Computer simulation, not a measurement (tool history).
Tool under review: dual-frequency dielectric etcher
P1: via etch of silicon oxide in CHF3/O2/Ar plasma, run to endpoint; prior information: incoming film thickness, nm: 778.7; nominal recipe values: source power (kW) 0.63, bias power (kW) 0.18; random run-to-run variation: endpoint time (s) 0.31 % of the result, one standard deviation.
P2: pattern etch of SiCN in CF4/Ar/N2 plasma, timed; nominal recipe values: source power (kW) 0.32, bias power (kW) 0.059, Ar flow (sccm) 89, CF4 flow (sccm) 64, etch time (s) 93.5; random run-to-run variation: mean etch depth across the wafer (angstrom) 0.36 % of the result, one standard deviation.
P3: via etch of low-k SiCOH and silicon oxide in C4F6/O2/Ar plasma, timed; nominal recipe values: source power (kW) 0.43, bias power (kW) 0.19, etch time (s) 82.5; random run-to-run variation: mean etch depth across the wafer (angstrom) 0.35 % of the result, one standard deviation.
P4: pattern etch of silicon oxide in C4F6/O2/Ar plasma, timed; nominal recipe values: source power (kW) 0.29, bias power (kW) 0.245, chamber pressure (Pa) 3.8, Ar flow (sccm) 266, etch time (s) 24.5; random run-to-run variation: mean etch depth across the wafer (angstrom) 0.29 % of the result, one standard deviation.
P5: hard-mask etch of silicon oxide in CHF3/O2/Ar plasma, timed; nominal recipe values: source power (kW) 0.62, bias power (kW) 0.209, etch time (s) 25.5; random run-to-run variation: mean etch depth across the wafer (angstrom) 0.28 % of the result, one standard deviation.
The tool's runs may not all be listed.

| run | hour | process that ran | source power (kW) | bias power (kW) | chamber pressure (Pa) | Ar flow (sccm) | etch time (s) | CF4 flow (sccm) | endpoint time (s) | mean etch depth across the wafer (angstrom) |
|---|---|---|---|---|---|---|---|---|---|---|
| 1 | 6.8 | P1 | 0.63 | 0.18 |  |  |  |  | 391.22 |  |
| 2 | 12.4 | P1 | 0.79 | 0.245 |  |  |  |  | 321.12 |  |
| 3 | 22.8 | P4 | 0.4 | 0.245 | 3.8 | 266 | 24.5 |  |  | 853.08 |
| 4 | 27.5 | P2 | 0.32 | 0.059 |  | 122 | 93.5 | 64 |  | 523.96 |
| 5 | 36.5 | P2 | 0.32 | 0.059 |  | 89 | 93.5 | 64 |  | 552.19 |
| 6 | 45.2 | P5 | 0.62 | 0.209 |  |  | 17 |  |  | 349.05 |
| 7 | 53.3 | P2 | 0.32 | 0.059 |  | 89 | 93.5 | 88 |  | 580.19 |
| 8 | 62 | P2 | 0.32 | 0.043 |  | 89 | 93.5 | 64 |  | 497.73 |
| 9 | 70.5 | P1 | 0.4 | 0.211 |  |  |  |  | 437.19 |  |
| 10 | 78.7 | P1 | 0.63 | 0.134 |  |  |  |  | 427.96 |  |
| 11 | 87.3 | P1 | 0.88 | 0.18 |  |  |  |  | 341.21 |  |
| 12 | 96.6 | P1 | 0.63 | 0.18 |  |  |  |  | 389.2 |  |
| 13 | 104.7 | P5 | 0.62 | 0.247 |  |  | 25.5 |  |  | 552.37 |
| 14 | 110.3 | P1 | 0.49 | 0.18 |  |  |  |  | 430.43 |  |
| 15 | 116.7 | P4 | 0.29 | 0.245 | 3.8 | 266 | 24.5 |  |  | 755.04 |
| 16 | 124.2 | P4 | 0.29 | 0.245 | 3.8 | 360 | 24.5 |  |  | 728.78 |
| 17 | 129.3 | P3 | 0.58 | 0.19 |  |  | 82.5 |  |  | 2621.9 |
| 18 | 139.7 | P4 | 0.29 | 0.245 | 3.8 | 266 | 24.5 |  |  | 756.2 |
| 19 | 146.5 | P4 | 0.29 | 0.245 | 3.8 | 266 | 18 |  |  | 554.82 |
| 20 | 152.8 | P2 | 0.32 | 0.059 |  | 89 | 138 | 64 |  | 812.36 |
| 21 | 163.5 | P2 | 0.32 | 0.059 |  | 89 | 93.5 | 64 |  | 551.65 |
| 22 | 172 | P5 | 0.62 | 0.209 |  |  | 25.5 |  |  | 524.24 |
| 23 | 176.8 | P1 | 0.63 | 0.18 |  |  |  |  | 388.95 |  |
| 24 | 182.4 | P1 | 0.63 | 0.243 |  |  |  |  | 353.85 |  |
| 25 | 188.1 | P3 | 0.43 | 0.19 |  |  | 82.5 |  |  | 2310.8 |
| 26 | 195.7 | P5 | 0.86 | 0.209 |  |  | 25.5 |  |  | 592.36 |
| 27 | 201.5 | P1 | 0.63 | 0.18 |  |  |  |  | 389.68 |  |
| 28 | 206.3 | P2 | 0.23 | 0.059 |  | 89 | 93.5 | 64 |  | 410.78 |
| 29 | 212.4 | P3 | 0.43 | 0.19 |  |  | 82.5 |  |  | 2326.6 |
| 30 | 217.8 | P3 | 0.43 | 0.226 |  |  | 82.5 |  |  | 2452.1 |
| 31 | 226.1 | P3 | 0.43 | 0.19 |  |  | 47.5 |  |  | 1333.3 |
| 32 | 234.2 | P1 | 0.63 | 0.18 |  |  |  |  | 389.29 |  |
| 33 | 243.6 | P4 | 0.29 | 0.345 | 3.8 | 266 | 24.5 |  |  | 853.73 |
| 34 | 253.9 | P5 | 0.62 | 0.209 |  |  | 25.5 |  |  | 523.53 |
| 35 | 260.8 | P4 | 0.29 | 0.245 | 5 | 266 | 24.5 |  |  | 732.09 |
| 36 | 265.5 | P1 | 0.63 | 0.18 |  |  |  |  | 390.25 |  |
| 37 | 271.1 | P1 | 0.63 | 0.18 |  |  |  |  | 390.52 |  |
| 38 | 279.3 | P1 | 0.63 | 0.18 |  |  |  |  | 395.08 |  |
| 39 | 286.5 | P1 | 0.63 | 0.18 |  |  |  |  | 395.86 |  |
|  | 291.8 | wet clean of the chamber |
| 40 | 292.1 | P1 | 0.63 | 0.18 |  |  |  |  | 394.83 |  |
| 41 | 301.2 | P1 | 0.63 | 0.18 |  |  |  |  | 394.15 |  |
| 42 | 306.3 | P1 | 0.63 | 0.18 |  |  |  |  | 394.51 |  |
| 43 | 311.3 | P1 | 0.63 | 0.18 |  |  |  |  | 394.37 |  |
| 44 | 320.4 | P1 | 0.63 | 0.18 |  |  |  |  | 395.66 |  |
| 45 | 328.8 | P1 | 0.63 | 0.18 |  |  |  |  | 397.36 |  |

P1 has crept away from where it was. The log is fitted equally well by each of these 2 causes, at the sizes shown:
A: bias power that arrives under what is set, % = 4.67
B: source power that arrives under what is set, % = 4.08
Creep in the process output first set in at about hour 271.1.
Each remaining cause and why it is not a fit:
chamber walls in a state that lowers the etch rate, %: serviced after onset, at hour 291.8, with no recovery of the prior output

Consider the 4 check runs below, whose results appear as question marks and each of which averages 2 wafers. Which one distinguishes the causes, in that each cause would give it a clearly different result?
| check 1 | 337.2 | P3 | 0.58 | 0.19 |  |  | 82.5 |  |  | ? |
| check 2 | 337.2 | P5 | 0.86 | 0.238 |  |  | 25.5 |  |  | ? |
| check 3 | 337.2 | P2 | 0.32 | 0.059 |  | 89 | 93.5 | 73 |  | ? |
| check 4 | 337.2 | P4 | 0.29 | 0.245 | 3.8 | 350 | 24.5 |  |  | ? |

What each check would give under each cause:
| check | result | if A | if B |
|---|---|---|---|
| check 1 | mean etch depth across the wafer (angstrom) | 2568.2 | 2564.3 |
| check 2 | mean etch depth across the wafer (angstrom) | 609.59 | 610.02 |
| check 3 | mean etch depth across the wafer (angstrom) | 552.85 | 541.4 |
| check 4 | mean etch depth across the wafer (angstrom) | 723.03 | 723.41 |
Distance between the nearest two causes, measured in the result of the check that separates them most: check 1 0.15 %; check 2 0.07 %; check 3 2.09 %; check 4 0.05 %
Check 3 distinguishes between the causes, while the remaining checks would return nearly the same result for all of them.

Here is what check 3 returned: mean etch depth across the wafer (angstrom) 553.13. Which cause is it?

The correct cause is A, namely: bias power that arrives under what is set, %.
